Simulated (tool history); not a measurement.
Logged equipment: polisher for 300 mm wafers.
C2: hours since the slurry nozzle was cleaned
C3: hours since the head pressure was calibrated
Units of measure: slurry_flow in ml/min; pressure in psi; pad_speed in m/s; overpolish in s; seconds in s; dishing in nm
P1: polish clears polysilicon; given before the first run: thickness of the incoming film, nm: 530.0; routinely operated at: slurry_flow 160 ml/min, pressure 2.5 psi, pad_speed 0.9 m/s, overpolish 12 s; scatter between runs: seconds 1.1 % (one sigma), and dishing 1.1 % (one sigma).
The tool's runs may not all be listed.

run 1 hour=7 | slurry_flow=160 pressure=2.5 pad_speed=0.9 overpolish=12 | wafers_polished_on_this_pad=767 C2=298.4 C3=142.5 | seconds=41.028 dishing=50.924
run 2 hour=10.2 | slurry_flow=160 pressure=3.8 pad_speed=1.22 overpolish=12 | wafers_polished_on_this_pad=804 C2=301.6 C3=145.7 | seconds=20.033 dishing=55.038
run 3 hour=16.1 | slurry_flow=160 pressure=2.5 pad_speed=0.9 overpolish=12 | wafers_polished_on_this_pad=871 C2=307.5 C3=151.6 | seconds=40.135 dishing=50.473
run 4 hour=22.9 | slurry_flow=160 pressure=2.5 pad_speed=1.36 overpolish=12 | wafers_polished_on_this_pad=949 C2=314.3 C3=158.4 | seconds=27.28 dishing=52.593
run 5 hour=26.7 | slurry_flow=160 pressure=4 pad_speed=0.9 overpolish=12 | wafers_polished_on_this_pad=993 C2=318.1 C3=162.2 | seconds=25.457 dishing=52.844
run 6 hour=31.2 | slurry_flow=160 pressure=2.5 pad_speed=0.9 overpolish=4 | wafers_polished_on_this_pad=1045 C2=322.6 C3=166.7 | seconds=40.755 dishing=33.501
run 7 hour=35.9 | slurry_flow=160 pressure=2.5 pad_speed=0.9 overpolish=12 | wafers_polished_on_this_pad=1099 C2=327.3 C3=171.4 | seconds=41.298 dishing=49.911
run 8 hour=40.5 | slurry_flow=160 pressure=1.6 pad_speed=0.9 overpolish=12 | wafers_polished_on_this_pad=1152 C2=331.9 C3=176 | seconds=63.863 dishing=45.053
run 9 hour=44.2 | slurry_flow=215 pressure=2.5 pad_speed=0.9 overpolish=12 | wafers_polished_on_this_pad=1194 C2=335.6 C3=179.7 | seconds=38.677 dishing=51.376
run 10 hour=49.1 | slurry_flow=160 pressure=2.5 pad_speed=0.9 overpolish=21 | wafers_polished_on_this_pad=1250 C2=340.5 C3=184.6 | seconds=40.17 dishing=53.479
run 11 hour=53.9 | slurry_flow=160 pressure=2.5 pad_speed=0.9 overpolish=12 | wafers_polished_on_this_pad=1306 C2=345.3 C3=189.4 | seconds=40.766 dishing=51.749
run 12 hour=59.6 | slurry_flow=160 pressure=2.5 pad_speed=0.9 overpolish=12 | wafers_polished_on_this_pad=1371 C2=351 C3=195.1 | seconds=40.318 dishing=50.995
run 13 hour=63.5 | slurry_flow=160 pressure=2.5 pad_speed=0.9 overpolish=12 | wafers_polished_on_this_pad=1416 C2=354.9 C3=199 | seconds=41.179 dishing=51.389
run 14 hour=70.7 | slurry_flow=160 pressure=2.5 pad_speed=0.4 overpolish=12 | wafers_polished_on_this_pad=1498 C2=362.1 C3=206.2 | seconds=89.626 dishing=38.991
run 15 hour=76.5 | slurry_flow=160 pressure=2.5 pad_speed=0.9 overpolish=12 | wafers_polished_on_this_pad=1565 C2=367.9 C3=212 | seconds=40.596 dishing=50.883
run 16 hour=80.2 | slurry_flow=95 pressure=2.5 pad_speed=0.9 overpolish=12 | wafers_polished_on_this_pad=1608 C2=371.6 C3=215.7 | seconds=45.364 dishing=49.412
run 17 hour=85.9 | slurry_flow=160 pressure=2.5 pad_speed=0.9 overpolish=12 | wafers_polished_on_this_pad=1673 C2=377.3 C3=221.4 | seconds=40.21 dishing=51.668
run 18 hour=89.5 | slurry_flow=160 pressure=2.5 pad_speed=0.9 overpolish=12 | wafers_polished_on_this_pad=1714 C2=380.9 C3=225 | seconds=41.314 dishing=49.909
run 19 hour=95.2 | slurry_flow=160 pressure=2.5 pad_speed=0.9 overpolish=12 | wafers_polished_on_this_pad=1780 C2=386.6 C3=230.7 | seconds=41.553 dishing=50.155
run 20 hour=99 | slurry_flow=160 pressure=2.5 pad_speed=0.9 overpolish=12 | wafers_polished_on_this_pad=1824 C2=390.4 C3=234.5 | seconds=42.319 dishing=50.13
run 21 hour=103.6 | slurry_flow=160 pressure=2.5 pad_speed=0.9 overpolish=12 | wafers_polished_on_this_pad=1876 C2=395 C3=239.1 | seconds=42.654 dishing=50.397
-- hour=104.2 head pressure recalibrated
run 22 hour=108.7 | slurry_flow=160 pressure=2.5 pad_speed=0.9 overpolish=12 | wafers_polished_on_this_pad=1935 C2=400.1 C3=4.6 | seconds=42.68 dishing=50.638
run 23 hour=112.1 | slurry_flow=160 pressure=2.5 pad_speed=0.9 overpolish=12 | wafers_polished_on_this_pad=1974 C2=403.5 C3=8 | seconds=43.343 dishing=51.146
run 24 hour=116.5 | slurry_flow=160 pressure=2.5 pad_speed=0.9 overpolish=12 | wafers_polished_on_this_pad=2025 C2=407.9 C3=12.4 | seconds=43.569 dishing=50.272
run 25 hour=122.6 | slurry_flow=160 pressure=2.5 pad_speed=0.9 overpolish=12 | wafers_polished_on_this_pad=2095 C2=414 C3=18.5 | seconds=43.037 dishing=49.347
run 26 hour=129.9 | slurry_flow=160 pressure=2.5 pad_speed=0.9 overpolish=12 | wafers_polished_on_this_pad=2179 C2=421.3 C3=25.8 | seconds=44.167 dishing=50.658
run 27 hour=136.7 | slurry_flow=160 pressure=2.5 pad_speed=0.9 overpolish=12 | wafers_polished_on_this_pad=2257 C2=428.1 C3=32.6 | seconds=43.551 dishing=51.037

P1 has crept away from where it was. The log is fitted equally well by each of these 2 causes, at the sizes shown:
A: slurry flow missing at the pad, % = 30
B: removal rate lost through wear of the pad, % = 6.72
The process output started creeping at around hour 85.9.
Each remaining cause and why it is not a fit:
head's pressure below its setpoint, %: serviced at hour 104.2, after the change had begun; the process did not return to its earlier output

The list below offers 4 check runs, each averaging the results of 5 wafers, and shows each result as a question mark. For which of them would the listed causes give clearly different results?
run check 1 hour=143.5 | slurry_flow=100 pressure=2.5 pad_speed=0.9 overpolish=12 | seconds=? dishing=?
run check 2 hour=143.5 | slurry_flow=160 pressure=2.5 pad_speed=0.9 overpolish=20 | seconds=? dishing=?
run check 3 hour=143.5 | slurry_flow=160 pressure=3.1 pad_speed=1.3 overpolish=12 | seconds=? dishing=?
run check 4 hour=143.5 | slurry_flow=160 pressure=3.4 pad_speed=0.9 overpolish=12 | seconds=? dishing=?

What each check would give under each cause:
check=check_1 result=seconds if_A=49.653 if_B=47.911
check=check_1 result=dishing if_A=48.786 if_B=49.203
check=check_2 result=seconds if_A=43.494 if_B=43.499
check=check_2 result=dishing if_A=53.25 if_B=53.25
check=check_3 result=seconds if_A=24.283 if_B=24.286
check=check_3 result=dishing if_A=53.421 if_B=53.421
check=check_4 result=seconds if_A=31.981 if_B=31.984
check=check_4 result=dishing if_A=52.478 if_B=52.478
Smallest distance between any two causes, each pair judged by its most separating result, in per cent: check 1 3.57 %; check 2 0.01 %; check 3 0.01 %; check 4 0.01 %
Of the check runs offered, only check 1 discriminates between the causes; the rest would read about the same regardless of which cause applies.

The results of check 1 are: seconds 50.056 s; dishing 48.656 nm. Based on these, which of the listed causes is it?

It was cause A: slurry flow missing at the pad, %.
